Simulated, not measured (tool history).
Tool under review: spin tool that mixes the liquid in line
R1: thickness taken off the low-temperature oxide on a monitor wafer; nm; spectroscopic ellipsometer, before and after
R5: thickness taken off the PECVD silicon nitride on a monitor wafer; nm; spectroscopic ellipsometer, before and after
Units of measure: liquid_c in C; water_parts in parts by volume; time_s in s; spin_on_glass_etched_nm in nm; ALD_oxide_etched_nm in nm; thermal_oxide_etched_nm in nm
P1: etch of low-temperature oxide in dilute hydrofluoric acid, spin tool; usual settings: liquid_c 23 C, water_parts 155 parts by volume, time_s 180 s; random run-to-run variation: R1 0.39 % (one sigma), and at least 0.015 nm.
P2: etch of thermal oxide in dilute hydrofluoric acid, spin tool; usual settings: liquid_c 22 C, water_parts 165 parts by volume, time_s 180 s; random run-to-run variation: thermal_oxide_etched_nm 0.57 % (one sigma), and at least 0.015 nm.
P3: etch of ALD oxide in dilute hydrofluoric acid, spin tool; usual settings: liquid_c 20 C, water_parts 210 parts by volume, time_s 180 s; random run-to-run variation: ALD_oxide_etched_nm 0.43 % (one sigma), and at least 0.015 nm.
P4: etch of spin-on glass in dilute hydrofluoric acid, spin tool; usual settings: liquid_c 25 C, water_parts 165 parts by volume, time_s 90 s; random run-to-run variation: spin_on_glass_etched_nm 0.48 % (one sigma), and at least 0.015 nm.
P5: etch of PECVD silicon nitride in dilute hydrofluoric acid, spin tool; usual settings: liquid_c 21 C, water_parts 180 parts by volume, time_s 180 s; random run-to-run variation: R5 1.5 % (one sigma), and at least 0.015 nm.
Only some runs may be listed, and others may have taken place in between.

run 1 day=0.35 | process=P1 liquid_c=23 water_parts=155 time_s=180 | R1=12.012
run 2 day=0.538 | process=P4 liquid_c=33 water_parts=165 time_s=90 | spin_on_glass_etched_nm=47.886
run 3 day=0.921 | process=P3 liquid_c=24.5 water_parts=210 time_s=180 | ALD_oxide_etched_nm=13.632
run 4 day=1.292 | process=P1 liquid_c=23 water_parts=155 time_s=180 | R1=11.927
run 5 day=1.492 | process=P1 liquid_c=27 water_parts=155 time_s=180 | R1=13.876
run 6 day=1.85 | process=P4 liquid_c=25 water_parts=165 time_s=90 | spin_on_glass_etched_nm=36.027
run 7 day=2.046 | process=P1 liquid_c=23 water_parts=155 time_s=180 | R1=11.948
run 8 day=2.233 | process=P3 liquid_c=20 water_parts=210 time_s=25 | ALD_oxide_etched_nm=1.5841
run 9 day=2.6 | process=P1 liquid_c=23 water_parts=155 time_s=180 | R1=11.93
run 10 day=2.925 | process=P2 liquid_c=22 water_parts=165 time_s=180 | thermal_oxide_etched_nm=4.6645
run 11 day=3.225 | process=P1 liquid_c=29 water_parts=90 time_s=180 | R1=28.147
run 12 day=3.533 | process=P1 liquid_c=18.5 water_parts=155 time_s=180 | R1=10.027
run 13 day=3.792 | process=P2 liquid_c=22 water_parts=165 time_s=180 | thermal_oxide_etched_nm=4.7217
run 14 day=4.05 | process=P2 liquid_c=22 water_parts=165 time_s=350 | thermal_oxide_etched_nm=9.1657
run 15 day=4.354 | process=P5 liquid_c=21 water_parts=180 time_s=85 | R5=0.73566
run 16 day=4.633 | process=P1 liquid_c=23 water_parts=155 time_s=180 | R1=11.882
run 17 day=4.983 | process=P3 liquid_c=20 water_parts=210 time_s=180 | ALD_oxide_etched_nm=11.488
run 18 day=5.317 | process=P5 liquid_c=21 water_parts=325 time_s=180 | R5=0.86483
run 19 day=5.588 | process=P1 liquid_c=23 water_parts=215 time_s=180 | R1=8.1237
run 20 day=5.771 | process=P4 liquid_c=25 water_parts=165 time_s=90 | spin_on_glass_etched_nm=36.036
run 21 day=6.088 | process=P4 liquid_c=25 water_parts=275 time_s=90 | spin_on_glass_etched_nm=19.085
run 22 day=6.296 | process=P1 liquid_c=23 water_parts=240 time_s=80 | R1=3.1562
run 23 day=6.488 | process=P1 liquid_c=23 water_parts=155 time_s=355 | R1=23.65
run 24 day=6.696 | process=P5 liquid_c=17 water_parts=180 time_s=180 | R5=1.1897
run 25 day=7.083 | process=P2 liquid_c=22 water_parts=85 time_s=180 | thermal_oxide_etched_nm=10.061
run 26 day=7.346 | process=P1 liquid_c=23 water_parts=155 time_s=85 | R1=5.6349
run 27 day=7.533 | process=P1 liquid_c=23 water_parts=155 time_s=180 | R1=11.937
run 28 day=7.762 | process=P5 liquid_c=21 water_parts=180 time_s=180 | R5=1.5669
run 29 day=8.05 | process=P1 liquid_c=23 water_parts=35 time_s=180 | R1=61.429
run 30 day=8.312 | process=P2 liquid_c=17 water_parts=165 time_s=180 | thermal_oxide_etched_nm=3.8723
run 31 day=8.683 | process=P3 liquid_c=20 water_parts=85 time_s=180 | ALD_oxide_etched_nm=32.394
run 32 day=8.858 | process=P4 liquid_c=25 water_parts=165 time_s=160 | spin_on_glass_etched_nm=64.333
run 33 day=9.1 | process=P1 liquid_c=23 water_parts=155 time_s=180 | R1=12.022
run 34 day=9.362 | process=P1 liquid_c=23 water_parts=155 time_s=180 | R1=12.523
run 35 day=9.638 | process=P1 liquid_c=23 water_parts=155 time_s=180 | R1=12.753
run 36 day=9.858 | process=P1 liquid_c=23 water_parts=155 time_s=180 | R1=12.809
run 37 day=10.104 | process=P1 liquid_c=23 water_parts=155 time_s=180 | R1=12.945
run 38 day=10.3 | process=P1 liquid_c=23 water_parts=155 time_s=180 | R1=13.024
run 39 day=10.575 | process=P1 liquid_c=23 water_parts=155 time_s=180 | R1=13.102
run 40 day=10.921 | process=P1 liquid_c=23 water_parts=155 time_s=180 | R1=13.077

P1 has crept away from where it was. The log is fitted equally well by each of these 2 causes, at the sizes shown:
A: hydrofluoric acid flow above the setpoint (%) = 8.19
B: liquid hotter than its thermometer reads (K) = 2.42
The gradual shift began around day 9.1.

The list below offers 4 check runs, each averaging the results of 3 wafers, and shows each result as a question mark. For which of them would the listed causes give clearly different results?
run check 1 day=11.267 | process=P2 liquid_c=22 water_parts=165 time_s=180 | thermal_oxide_etched_nm=?
run check 2 day=11.267 | process=P5 liquid_c=21 water_parts=180 time_s=180 | R5=?
run check 3 day=11.267 | process=P4 liquid_c=25 water_parts=165 time_s=90 | spin_on_glass_etched_nm=?
run check 4 day=11.267 | process=P3 liquid_c=20 water_parts=210 time_s=180 | ALD_oxide_etched_nm=?

How each check would come out, cause by cause:
check=check_1 result=thermal_oxide_etched_nm if_A=5.1542 if_B=5.1549
check=check_2 result=R5 if_A=1.6484 if_B=1.7854
check=check_3 result=spin_on_glass_etched_nm if_A=39.501 if_B=39.355
check=check_4 result=ALD_oxide_etched_nm if_A=12.618 if_B=12.585
Smallest distance between any two causes, each pair judged by its most separating result, in per cent: check 1 0.01 %; check 2 7.98 %; check 3 0.37 %; check 4 0.26 %
Check 2 distinguishes between the causes, while the remaining checks would return nearly the same result for all of them.

Check 2 has now been run. It gave: R5 1.6755 nm. Which of the candidate causes is it?

The cause is A: hydrofluoric acid flow above the setpoint (%).
